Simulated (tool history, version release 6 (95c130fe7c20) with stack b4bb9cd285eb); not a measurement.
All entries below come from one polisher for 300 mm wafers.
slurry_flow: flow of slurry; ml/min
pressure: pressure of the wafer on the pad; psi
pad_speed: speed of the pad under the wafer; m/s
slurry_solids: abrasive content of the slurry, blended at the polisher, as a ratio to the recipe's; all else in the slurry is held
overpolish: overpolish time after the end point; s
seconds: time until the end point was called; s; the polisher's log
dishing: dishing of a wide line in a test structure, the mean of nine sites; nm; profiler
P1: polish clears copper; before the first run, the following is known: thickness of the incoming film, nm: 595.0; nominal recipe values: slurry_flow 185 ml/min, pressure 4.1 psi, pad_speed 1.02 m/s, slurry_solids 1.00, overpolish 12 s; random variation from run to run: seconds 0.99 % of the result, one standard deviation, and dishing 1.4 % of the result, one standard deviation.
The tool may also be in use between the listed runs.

run   hour  slurry_flow  pressure  pad_speed  slurry_solids  overpolish  wafers polished on this pad  hours since the slurry nozzle was cleaned  hours since the head pressure was calibrated  hours since the slurry blender was calibrated  seconds  dishing
  1   10.5          185       4.1       1.02           1.00          12                          242                                      125.8                                         322.1                                          193.8  116.400   42.313
  2   21.1          185       4.1       1.02           1.00          12                          302                                      136.4                                         332.7                                          204.4  119.110   42.051
  3   35.6          185       4.1       1.02           1.00          12                          384                                      150.9                                         347.2                                          218.9  118.940   42.167
      40.5  -- slurry blender recalibrated
  4   49.2          185       4.1       1.02           1.00          23                          461                                      164.5                                         360.8                                            8.7  120.390   71.905
  5   56.7          185       4.1       1.02           0.65          12                          503                                      172.0                                         368.3                                           16.2  128.930   38.530
  6   65.1          110       4.1       1.02           1.00          12                          551                                      180.4                                         376.7                                           24.6  128.250   38.948
  7   75.1          185       4.1       1.48           1.00          12                          607                                      190.4                                         386.7                                           34.6   81.527   57.589
  8   86.9          185       4.1       1.02           1.35           4                          674                                      202.2                                         398.5                                           46.4  110.560   16.267
  9   94.9          185       1.8       1.02           1.00          12                          719                                      210.2                                         406.5                                           54.4  264.980   19.582
 10  108.0          185       6.3       1.02           1.00          12                          793                                      223.3                                         419.6                                           67.5   77.006   61.159
 11  122.7          275       4.1       1.02           1.00          12                          876                                      238.0                                         434.3                                           82.2  111.960   42.774
 12  137.8          185       4.1       0.66           1.00          12                          961                                      253.1                                         449.4                                           97.3  178.470   28.662
 13  147.4          185       4.1       1.02           1.00          12                         1015                                      262.7                                         459.0                                          106.9  116.420   42.432
 14  163.2          185       4.1       1.02           1.45          12                         1105                                      278.5                                         474.8                                          122.7  108.680   44.478
 15  171.4          185       4.1       1.02           1.00           6                         1151                                      286.7                                         483.0                                          130.9  115.200   22.331
 16  181.9          185       4.1       1.02           1.00          12                         1210                                      297.2                                         493.5                                          141.4  119.100   42.015
 17  197.1          185       4.1       1.02           1.00          12                         1296                                      312.4                                         508.7                                          156.6  118.720   42.444
 18  210.4          185       4.1       1.02           1.00          12                         1371                                      325.7                                         522.0                                          169.9  119.830   40.540
 19  221.8          185       4.1       1.02           1.00          12                         1436                                      337.1                                         533.4                                          181.3  121.040   40.493
     231.5  -- head pressure recalibrated
 20  235.3          185       4.1       1.02           1.00          12                         1512                                      350.6                                           3.9                                          194.8  125.530   40.563
 21  251.4          185       4.1       1.02           1.00          12                         1603                                      366.7                                          20.0                                          210.9  126.510   39.229
     257.8  -- slurry blender recalibrated
 22  263.0          185       4.1       1.02           1.00          12                         1668                                      378.3                                          31.6                                            5.3  126.140   40.457
 23  270.1          185       4.1       1.02           1.00          12                         1708                                      385.4                                          38.7                                           12.4  126.780   40.033
 24  278.3          185       4.1       1.02           1.00          12                         1755                                      393.6                                          46.9                                           20.6  125.850   40.842
 25  288.6          185       4.1       1.02           1.00          12                         1813                                      403.9                                          57.2                                           30.9  125.390   39.503

What P1 gives has crept off from where it sat before. The 2 causes that follow fit the log equally well, each at the size noted:
A: slurry flow missing at the pad, % = 33.3
B: removal rate lost through wear of the pad, % = 6.77
Onset of the creep was near hour 197.1.
Excluded causes, each with its reason:
head's pressure below its setpoint, %: serviced at hour 231.5, after the change had begun; the process did not return to its earlier output
abrasive missing from the slurry, %: serviced at hour 257.8, after the change had begun; the process did not return to its earlier output

Which of the 4 check runs listed below, each an average over 3 wafers with its results shown as question marks, gives clearly different results under the different listed causes?
check 1  298.9          185       4.1       1.02           0.75          12                                                                                                                                                                             ?        ?
check 2  298.9          185       1.9       1.02           1.40          12                                                                                                                                                                             ?        ?
check 3  298.9          185       6.2       1.02           1.00          12                                                                                                                                                                             ?        ?
check 4  298.9          110       4.1       1.02           1.20          12                                                                                                                                                                             ?        ?

Expected result of each check under each candidate cause:
  check   result     if A     if B
check 1  seconds  134.110  134.130
check 1  dishing   37.568   37.563
check 2  seconds  253.070  253.110
check 2  dishing   20.564   20.562
check 3  seconds   83.471   83.482
check 3  dishing   57.535   57.528
check 4  seconds  139.090  133.450
check 4  dishing   36.370   37.732
How far apart the two closest causes lie, in the result that separates them most: check 1 0.01 %; check 2 0.01 %; check 3 0.01 %; check 4 4.14 %
Only check 4 tells the causes apart: in the others they would give nearly the same result.

Check 4 was then run and gave: seconds 138.270 s; dishing 36.758 nm. Which cause is it?

It was cause A: slurry flow missing at the pad, %.
